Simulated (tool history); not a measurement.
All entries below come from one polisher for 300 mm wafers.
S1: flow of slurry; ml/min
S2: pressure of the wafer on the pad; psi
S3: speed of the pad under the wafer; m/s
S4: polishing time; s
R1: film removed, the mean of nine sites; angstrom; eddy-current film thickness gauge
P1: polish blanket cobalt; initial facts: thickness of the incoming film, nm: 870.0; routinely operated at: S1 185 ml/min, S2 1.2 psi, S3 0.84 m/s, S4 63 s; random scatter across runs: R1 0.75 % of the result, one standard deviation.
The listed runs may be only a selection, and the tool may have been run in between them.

{"run": 1, "hour": 9.8, "S1": 185, "S2": 1.2, "S3": 0.84, "S4": 63, "R1": 1661.9}
{"run": 2, "hour": 21.1, "S1": 110, "S2": 1.2, "S3": 0.84, "S4": 63, "R1": 1495.1}
{"run": 3, "hour": 36.0, "S1": 185, "S2": 1.2, "S3": 0.84, "S4": 29, "R1": 756.86}
{"run": 4, "hour": 51.3, "S1": 185, "S2": 1.2, "S3": 0.84, "S4": 63, "R1": 1632.9}
{"run": 5, "hour": 66.3, "S1": 185, "S2": 1.2, "S3": 0.84, "S4": 100, "R1": 2608.8}
{"run": 6, "hour": 78.4, "S1": 185, "S2": 1.2, "S3": 0.84, "S4": 63, "R1": 1668.5}
{"hour": 87.6, "done": "worn pad replaced by a new one"}
{"run": 7, "hour": 91.6, "S1": 185, "S2": 1.2, "S3": 0.4, "S4": 63, "R1": 788.12}
{"run": 8, "hour": 101.0, "S1": 185, "S2": 1.6, "S3": 0.84, "S4": 47, "R1": 1640.6}
{"run": 9, "hour": 111.0, "S1": 185, "S2": 1.2, "S3": 0.84, "S4": 63, "R1": 1669.6}
{"run": 10, "hour": 125.4, "S1": 185, "S2": 1.2, "S3": 0.84, "S4": 63, "R1": 1614.5}
{"run": 11, "hour": 137.8, "S1": 185, "S2": 1.2, "S3": 1.22, "S4": 63, "R1": 2366.0}
{"hour": 142.1, "done": "head pressure recalibrated"}
{"run": 12, "hour": 150.6, "S1": 185, "S2": 1.8, "S3": 0.84, "S4": 63, "R1": 2468.9}
{"run": 13, "hour": 164.4, "S1": 255, "S2": 1.5, "S3": 0.84, "S4": 63, "R1": 2131.5}
{"run": 14, "hour": 171.3, "S1": 185, "S2": 0.6, "S3": 0.84, "S4": 63, "R1": 836.31}
{"run": 15, "hour": 182.9, "S1": 275, "S2": 1.2, "S3": 0.84, "S4": 63, "R1": 1714.8}
{"run": 16, "hour": 192.3, "S1": 185, "S2": 1.6, "S3": 0.48, "S4": 63, "R1": 1271.4}
{"run": 17, "hour": 202.0, "S1": 185, "S2": 1.2, "S3": 0.84, "S4": 63, "R1": 1643.4}
{"run": 18, "hour": 209.4, "S1": 185, "S2": 1.2, "S3": 0.84, "S4": 63, "R1": 1652.3}
{"run": 19, "hour": 218.5, "S1": 185, "S2": 1.2, "S3": 0.84, "S4": 63, "R1": 1628.4}
{"run": 20, "hour": 229.2, "S1": 185, "S2": 1.2, "S3": 0.84, "S4": 63, "R1": 1601.0}
{"run": 21, "hour": 241.5, "S1": 185, "S2": 1.2, "S3": 0.84, "S4": 63, "R1": 1599.5}
{"run": 22, "hour": 249.0, "S1": 185, "S2": 1.2, "S3": 0.84, "S4": 63, "R1": 1588.1}
{"run": 23, "hour": 259.6, "S1": 185, "S2": 1.2, "S3": 0.84, "S4": 63, "R1": 1555.6}
{"hour": 264.0, "done": "worn pad replaced by a new one"}
{"run": 24, "hour": 270.0, "S1": 185, "S2": 1.2, "S3": 0.84, "S4": 63, "R1": 1568.7}
{"run": 25, "hour": 278.4, "S1": 185, "S2": 1.2, "S3": 0.84, "S4": 63, "R1": 1568.1}
{"run": 26, "hour": 288.5, "S1": 185, "S2": 1.2, "S3": 0.84, "S4": 63, "R1": 1578.8}
{"run": 27, "hour": 302.0, "S1": 185, "S2": 1.2, "S3": 0.84, "S4": 63, "R1": 1566.2}
{"run": 28, "hour": 313.6, "S1": 185, "S2": 1.2, "S3": 0.84, "S4": 63, "R1": 1564.2}

The log shows P1 creeping away from where it was. Any of the 2 causes listed here, at the size stated for it, fits the log just as well as the others:
A: slurry flow missing at the pad, % = 26.7
B: head's pressure below its setpoint, % = 4.97
The gradual shift began around hour 209.4.
Each remaining cause and why it is not a fit:
removal rate lost through wear of the pad, %: work on it at hour 264.0, done after the drift set in, did not restore what the process gave before

Of the 4 check runs below, each run on 5 wafers with the results averaged and each result still a question mark, which one would tell the listed causes apart?
{"run": "check 1", "hour": 325.2, "S1": 185, "S2": 1.2, "S3": 0.44, "S4": 31, "R1": "?"}
{"run": "check 2", "hour": 325.2, "S1": 110, "S2": 0.6, "S3": 0.84, "S4": 63, "R1": "?"}
{"run": "check 3", "hour": 325.2, "S1": 185, "S2": 0.7, "S3": 0.84, "S4": 96, "R1": "?"}
{"run": "check 4", "hour": 325.2, "S1": 185, "S2": 1.8, "S3": 0.84, "S4": 92, "R1": "?"}

Expected result of each check under each candidate cause:
check=check_1 result=R1 if_A=404.31 if_B=404.26
check=check_2 result=R1 if_A=692.40 if_B=713.69
check=check_3 result=R1 if_A=1394.30 if_B=1394.20
check=check_4 result=R1 if_A=3436.10 if_B=3435.60
Minimum pairwise separation of causes per check, each pair taken at its best-separating result: check 1 0.01 %; check 2 3.03 %; check 3 0.01 %; check 4 0.01 %
The causes can be told apart only by check 2. The other checks would give nearly the same results under each of them.

Here is what check 2 returned: R1 718.71 angstrom. Which cause is it?

It is B: head's pressure below its setpoint, %.
